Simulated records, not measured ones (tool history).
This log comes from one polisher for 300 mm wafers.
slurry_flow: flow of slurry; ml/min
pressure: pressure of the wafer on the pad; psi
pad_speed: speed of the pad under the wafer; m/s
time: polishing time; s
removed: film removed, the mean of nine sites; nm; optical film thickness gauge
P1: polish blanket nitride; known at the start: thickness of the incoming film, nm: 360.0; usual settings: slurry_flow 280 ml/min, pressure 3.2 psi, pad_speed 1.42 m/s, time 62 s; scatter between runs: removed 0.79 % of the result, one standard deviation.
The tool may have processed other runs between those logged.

run	hour	slurry_flow	pressure	pad_speed	time	wafers polished on this pad	hours since the slurry nozzle was cleaned	hours since the head pressure was calibrated	removed
1	4.9	280	3.2	1.42	62	646	133.1	135.3	126.090
2	7.1	170	3.2	1.42	62	675	135.3	137.5	119.690
3	10.1	280	4.6	0.90	62	715	138.3	140.5	124.650
4	14.0	280	3.2	1.42	97	766	142.2	144.4	199.910
5	18.0	280	3.2	1.42	62	819	146.2	148.4	127.890
6	21.5	280	3.2	1.42	62	866	149.7	151.9	126.660
7	26.2	280	4.6	1.42	62	928	154.4	156.6	182.350
8	28.6	280	1.5	1.42	62	960	156.8	159.0	58.542
9	33.4	380	1.6	1.42	62	1023	161.6	163.8	64.877
10	36.7	280	3.2	1.42	62	1067	164.9	167.1	124.890
11	38.9	395	3.2	1.42	62	1096	167.1	169.3	129.280
12	41.8	280	3.2	1.42	28	1135	170.0	172.2	56.374
13	45.8	280	3.2	1.42	62	1188	174.0	176.2	126.560
14	49.7	280	3.2	0.90	62	1239	177.9	180.1	87.899
15	52.0	280	3.2	2.24	62	1270	180.2	182.4	180.420
16	55.5	280	3.2	1.42	62	1316	183.7	185.9	126.680
17	59.1	280	3.2	1.42	62	1364	187.3	189.5	126.340
18	63.8	280	3.2	1.42	62	1426	192.0	194.2	124.100
19	66.7	280	3.2	1.42	62	1464	194.9	197.1	122.240
20	69.6	280	3.2	1.42	62	1503	197.8	200.0	122.550

The next listed run, before its measurement:
21	72.0	280	3.2	1.42	62	1535	200.2	202.4	?

{"run 21": {"removed": 122.13}}
